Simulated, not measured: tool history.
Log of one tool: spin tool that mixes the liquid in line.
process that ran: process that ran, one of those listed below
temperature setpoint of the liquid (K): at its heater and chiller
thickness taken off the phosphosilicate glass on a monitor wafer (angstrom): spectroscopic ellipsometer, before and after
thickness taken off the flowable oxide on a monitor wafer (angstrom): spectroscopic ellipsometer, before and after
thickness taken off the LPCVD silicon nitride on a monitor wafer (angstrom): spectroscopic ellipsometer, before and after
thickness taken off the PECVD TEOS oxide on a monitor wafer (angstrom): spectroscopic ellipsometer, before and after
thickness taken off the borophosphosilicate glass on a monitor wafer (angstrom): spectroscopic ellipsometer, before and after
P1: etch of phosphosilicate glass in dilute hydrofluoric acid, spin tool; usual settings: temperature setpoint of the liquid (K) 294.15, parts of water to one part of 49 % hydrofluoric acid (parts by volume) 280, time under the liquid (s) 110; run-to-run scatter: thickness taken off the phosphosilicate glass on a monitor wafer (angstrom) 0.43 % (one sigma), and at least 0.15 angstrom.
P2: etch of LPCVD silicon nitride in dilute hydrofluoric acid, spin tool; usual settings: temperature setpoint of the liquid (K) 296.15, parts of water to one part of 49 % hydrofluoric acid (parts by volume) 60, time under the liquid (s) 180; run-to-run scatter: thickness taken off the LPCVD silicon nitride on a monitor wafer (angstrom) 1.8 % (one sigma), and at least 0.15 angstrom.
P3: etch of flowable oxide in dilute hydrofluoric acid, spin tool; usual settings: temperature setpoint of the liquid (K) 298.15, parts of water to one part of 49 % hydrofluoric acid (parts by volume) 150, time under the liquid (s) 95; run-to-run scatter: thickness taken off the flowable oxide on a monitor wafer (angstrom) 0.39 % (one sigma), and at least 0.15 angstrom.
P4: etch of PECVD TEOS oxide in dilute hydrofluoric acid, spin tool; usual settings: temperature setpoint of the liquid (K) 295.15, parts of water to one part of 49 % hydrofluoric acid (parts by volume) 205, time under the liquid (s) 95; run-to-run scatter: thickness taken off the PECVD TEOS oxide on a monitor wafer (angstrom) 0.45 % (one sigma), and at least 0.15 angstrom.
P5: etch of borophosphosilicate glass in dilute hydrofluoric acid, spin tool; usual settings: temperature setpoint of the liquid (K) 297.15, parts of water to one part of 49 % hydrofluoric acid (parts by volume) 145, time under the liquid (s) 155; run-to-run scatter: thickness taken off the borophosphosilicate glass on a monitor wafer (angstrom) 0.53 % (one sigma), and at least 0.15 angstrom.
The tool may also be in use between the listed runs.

run     day  process that ran  temperature setpoint of the liquid (K)  parts of water to one part of 49 % hydrofluoric acid (parts by volume)  time under the liquid (s)  thickness taken off the phosphosilicate glass on a monitor wafer (angstrom)  thickness taken off the flowable oxide on a monitor wafer (angstrom)  thickness taken off the LPCVD silicon nitride on a monitor wafer (angstrom)  thickness taken off the PECVD TEOS oxide on a monitor wafer (angstrom)  thickness taken off the borophosphosilicate glass on a monitor wafer (angstrom)
  1   0.500                P1                                  294.15                                                                     280                        110                                                                      175.320
  2   0.925                P3                                  298.15                                                                     150                         15                                                                                                                                             37.601
  3   1.146                P3                                  290.65                                                                     150                         95                                                                                                                                            177.970
  4   1.642                P2                                  296.15                                                                      60                        180                                                                                                                                                                                                                         13.6000
  5   2.108                P2                                  296.15                                                                      90                        180                                                                                                                                                                                                                          9.2654
  6   2.333                P4                                  295.15                                                                     205                         95                                                                                                                                                                                                                                                                                                  61.499
  7   2.746                P2                                  296.15                                                                      60                        180                                                                                                                                                                                                                         13.3020
  8   3.125                P1                                  300.65                                                                     280                        110                                                                      220.960
  9   3.500                P5                                  297.15                                                                     145                        285                                                                                                                                                                                                                                                                                                                                                                                   807.41
 10   3.775                P1                                  294.15                                                                     280                        110                                                                      176.650
 11   4.192                P1                                  297.65                                                                     120                        110                                                                      554.210
 12   4.438                P5                                  297.15                                                                      60                        155                                                                                                                                                                                                                                                                                                                                                                                  1188.30
 13   4.875                P4                                  295.15                                                                     205                         95                                                                                                                                                                                                                                                                                                  61.861
 14   5.354                P1                                  294.15                                                                     460                        110                                                                       91.850
 15   5.712                P1                                  294.15                                                                     110                        110                                                                      531.550
 16   6.117                P4                                  295.15                                                                     205                        150                                                                                                                                                                                                                                                                                                  96.684
 17   6.450                P1                                  294.15                                                                     280                         45                                                                       71.961
 18   6.829                P3                                  298.15                                                                     225                         95                                                                                                                                            145.740
 19   7.312                P1                                  294.15                                                                     280                        110                                                                      175.030
 20   7.704                P2                                  290.15                                                                      60                        180                                                                                                                                                                                                                          9.0302
 21   8.088                P1                                  294.15                                                                     280                        165                                                                      263.710
 22   8.429                P3                                  298.15                                                                     150                         95                                                                                                                                            237.580
 23   8.746                P1                                  301.15                                                                     145                        110                                                                      506.070
 24   9.021                P1                                  294.15                                                                     425                        205                                                                      189.040
 25   9.250                P2                                  296.15                                                                      60                        360                                                                                                                                                                                                                         27.2350
 26   9.742                P5                                  297.15                                                                     145                        155                                                                                                                                                                                                                                                                                                                                                                                   442.19
 27   9.979                P4                                  295.15                                                                     365                         95                                                                                                                                                                                                                                                                                                  29.756
 28  10.458                P4                                  301.15                                                                     205                         95                                                                                                                                                                                                                                                                                                  76.204
 29  10.733                P1                                  294.15                                                                     280                        110                                                                      174.660
 30  11.100                P5                                  304.65                                                                     145                        155                                                                                                                                                                                                                                                                                                                                                                                   577.05
 31  11.583                P1                                  290.15                                                                     280                        110                                                                      150.680
 32  11.925                P3                                  298.15                                                                     150                         95                                                                                                                                            237.490
 33  12.421                P1                                  294.15                                                                     280                        110                                                                      175.200
 34  12.642                P1                                  294.15                                                                     280                        110                                                                      181.320
 35  13.033                P1                                  294.15                                                                     280                        110                                                                      186.440
 36  13.538                P1                                  294.15                                                                     280                        110                                                                      191.500
 37  13.833                P1                                  294.15                                                                     280                        110                                                                      190.940
 38  14.108                P1                                  294.15                                                                     280                        110                                                                      192.420
 39  14.512                P1                                  294.15                                                                     280                        110                                                                      191.890
 40  14.788                P1                                  294.15                                                                     280                        110                                                                      191.760

What P1 gives has crept away from where it was. These 2 causes fit the log equally well, each at the size given:
A: hydrofluoric acid flow above the setpoint (%) = 7.18
B: liquid hotter than its thermometer reads (K) = 2.42
The creep began at about day 12.421.

4 check runs are offered, each on 2 wafers whose results are averaged, their results left as question marks. Which one tells the causes apart?
check 1  15.062                P4                                  295.15                                                                     315                         95                                                                                                                                                                                                                                                                                                       ?
check 2  15.062                P3                                  298.15                                                                     220                         95                                                                                                                                                  ?
check 3  15.062                P5                                  304.65                                                                     100                        155                                                                                                                                                                                                                                                                                                                                                                                        ?
check 4  15.062                P2                                  290.15                                                                      60                        340                                                                                                                                                                                                                               ?

What each check would give under each cause:
  check                                                                           result     if A     if B
check 1           thickness taken off the PECVD TEOS oxide on a monitor wafer (angstrom)   39.175   38.989
check 2             thickness taken off the flowable oxide on a monitor wafer (angstrom)  163.760  163.890
check 3  thickness taken off the borophosphosilicate glass on a monitor wafer (angstrom)   974.77   983.84
check 4      thickness taken off the LPCVD silicon nitride on a monitor wafer (angstrom)  18.0690  20.0200
How far apart the two closest causes lie, in the result that separates them most: check 1 0.48 %; check 2 0.08 %; check 3 0.93 %; check 4 10.25 %
Only check 4 tells the causes apart: in the others they would give nearly the same result.

Then check 4 was run and gave: thickness taken off the LPCVD silicon nitride on a monitor wafer (angstrom) 20.3370. Which cause is it?

It is B: liquid hotter than its thermometer reads (K).
